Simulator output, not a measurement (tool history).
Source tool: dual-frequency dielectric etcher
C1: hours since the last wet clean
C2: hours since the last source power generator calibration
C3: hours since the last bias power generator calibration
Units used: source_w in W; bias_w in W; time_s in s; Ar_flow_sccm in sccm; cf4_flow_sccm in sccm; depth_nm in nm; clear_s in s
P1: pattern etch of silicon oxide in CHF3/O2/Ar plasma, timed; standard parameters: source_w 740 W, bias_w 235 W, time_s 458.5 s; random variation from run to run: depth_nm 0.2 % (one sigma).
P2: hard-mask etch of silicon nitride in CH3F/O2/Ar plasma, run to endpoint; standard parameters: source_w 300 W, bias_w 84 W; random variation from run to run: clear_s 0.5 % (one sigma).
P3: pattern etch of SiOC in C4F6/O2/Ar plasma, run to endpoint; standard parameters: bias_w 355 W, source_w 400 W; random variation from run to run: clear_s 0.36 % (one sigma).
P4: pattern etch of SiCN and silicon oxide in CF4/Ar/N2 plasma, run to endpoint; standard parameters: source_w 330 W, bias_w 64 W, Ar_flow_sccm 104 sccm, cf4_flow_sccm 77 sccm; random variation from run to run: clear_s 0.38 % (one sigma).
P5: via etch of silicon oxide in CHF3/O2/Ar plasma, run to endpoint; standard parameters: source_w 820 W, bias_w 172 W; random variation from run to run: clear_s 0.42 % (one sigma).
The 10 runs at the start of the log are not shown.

{"run": 11, "day": 1.396, "process": "P1", "source_w": 500, "bias_w": 235, "time_s": 458.5, "C1": 251.4, "C2": 397.4, "C3": 1429.1, "depth_nm": 931.44}
{"run": 12, "day": 1.542, "process": "P1", "source_w": 740, "bias_w": 235, "time_s": 458.5, "C1": 254.9, "C2": 400.9, "C3": 1432.6, "depth_nm": 1082.1}
{"run": 13, "day": 1.675, "process": "P1", "source_w": 740, "bias_w": 235, "time_s": 611.5, "C1": 258.1, "C2": 404.1, "C3": 1435.8, "depth_nm": 1440.1}
{"run": 14, "day": 1.775, "process": "P1", "source_w": 740, "bias_w": 235, "time_s": 458.5, "C1": 260.5, "C2": 406.5, "C3": 1438.2, "depth_nm": 1078.5}
{"run": 15, "day": 1.933, "process": "P2", "source_w": 300, "bias_w": 84, "C1": 264.3, "C2": 410.3, "C3": 1442.0, "clear_s": 43.982}
{"run": 16, "day": 2.1, "process": "P3", "source_w": 400, "bias_w": 355, "C1": 268.3, "C2": 414.3, "C3": 1446.0, "clear_s": 11.222}
{"run": 17, "day": 2.221, "process": "P5", "source_w": 1110, "bias_w": 172, "C1": 271.2, "C2": 417.2, "C3": 1448.9, "clear_s": 187.75}
{"run": 18, "day": 2.371, "process": "P4", "source_w": 330, "bias_w": 82, "Ar_flow_sccm": 104, "cf4_flow_sccm": 77, "C1": 274.8, "C2": 420.8, "C3": 1452.5, "clear_s": 24.968}
{"run": 19, "day": 2.521, "process": "P4", "source_w": 330, "bias_w": 64, "Ar_flow_sccm": 104, "cf4_flow_sccm": 77, "C1": 278.4, "C2": 424.4, "C3": 1456.1, "clear_s": 27.045}
{"run": 20, "day": 2.642, "process": "P4", "source_w": 430, "bias_w": 64, "Ar_flow_sccm": 104, "cf4_flow_sccm": 77, "C1": 281.3, "C2": 427.3, "C3": 1459.0, "clear_s": 21.468}
{"run": 21, "day": 2.8, "process": "P1", "source_w": 980, "bias_w": 235, "time_s": 252.0, "C1": 285.1, "C2": 431.1, "C3": 1462.8, "depth_nm": 660.54}
{"run": 22, "day": 2.967, "process": "P3", "source_w": 400, "bias_w": 473, "C1": 289.1, "C2": 435.1, "C3": 1466.8, "clear_s": 10.21}
{"run": 23, "day": 3.125, "process": "P1", "source_w": 740, "bias_w": 235, "time_s": 458.5, "C1": 292.9, "C2": 438.9, "C3": 1470.6, "depth_nm": 1077.1}
{"run": 24, "day": 3.3, "process": "P2", "source_w": 300, "bias_w": 64, "C1": 297.1, "C2": 443.1, "C3": 1474.8, "clear_s": 48.181}
{"run": 25, "day": 3.433, "process": "P1", "source_w": 740, "bias_w": 235, "time_s": 458.5, "C1": 300.3, "C2": 446.3, "C3": 1478.0, "depth_nm": 1082.7}
{"run": 26, "day": 3.538, "process": "P1", "source_w": 740, "bias_w": 298, "time_s": 458.5, "C1": 302.8, "C2": 448.8, "C3": 1480.5, "depth_nm": 1176.0}
{"day": 3.629, "done": "source power generator calibrated"}
{"run": 27, "day": 3.646, "process": "P4", "source_w": 330, "bias_w": 64, "Ar_flow_sccm": 104, "cf4_flow_sccm": 77, "C1": 305.4, "C2": 0.4, "C3": 1483.1, "clear_s": 27.08}
{"run": 28, "day": 3.825, "process": "P5", "source_w": 820, "bias_w": 172, "C1": 309.7, "C2": 4.7, "C3": 1487.4, "clear_s": 210.97}
{"run": 29, "day": 3.933, "process": "P2", "source_w": 420, "bias_w": 84, "C1": 312.3, "C2": 7.3, "C3": 1490.0, "clear_s": 38.654}
{"run": 30, "day": 4.033, "process": "P1", "source_w": 740, "bias_w": 235, "time_s": 458.5, "C1": 314.7, "C2": 9.7, "C3": 1492.4, "depth_nm": 1082.1}
{"run": 31, "day": 4.121, "process": "P1", "source_w": 740, "bias_w": 235, "time_s": 458.5, "C1": 316.8, "C2": 11.8, "C3": 1494.5, "depth_nm": 1077.7}
{"run": 32, "day": 4.296, "process": "P1", "source_w": 740, "bias_w": 235, "time_s": 458.5, "C1": 321.0, "C2": 16.0, "C3": 1498.7, "depth_nm": 1066.7}
{"run": 33, "day": 4.404, "process": "P1", "source_w": 740, "bias_w": 235, "time_s": 458.5, "C1": 323.6, "C2": 18.6, "C3": 1501.3, "depth_nm": 1069.0}
{"run": 34, "day": 4.567, "process": "P1", "source_w": 740, "bias_w": 235, "time_s": 458.5, "C1": 327.5, "C2": 22.5, "C3": 1505.2, "depth_nm": 1065.2}

The next listed run, before its measurement:
{"run": 35, "day": 4.692, "process": "P1", "source_w": 740, "bias_w": 235, "time_s": 458.5, "C1": 330.5, "C2": 25.5, "C3": 1508.2, "depth_nm": "?"}

{"run 35": {"depth_nm": 1063.8}}
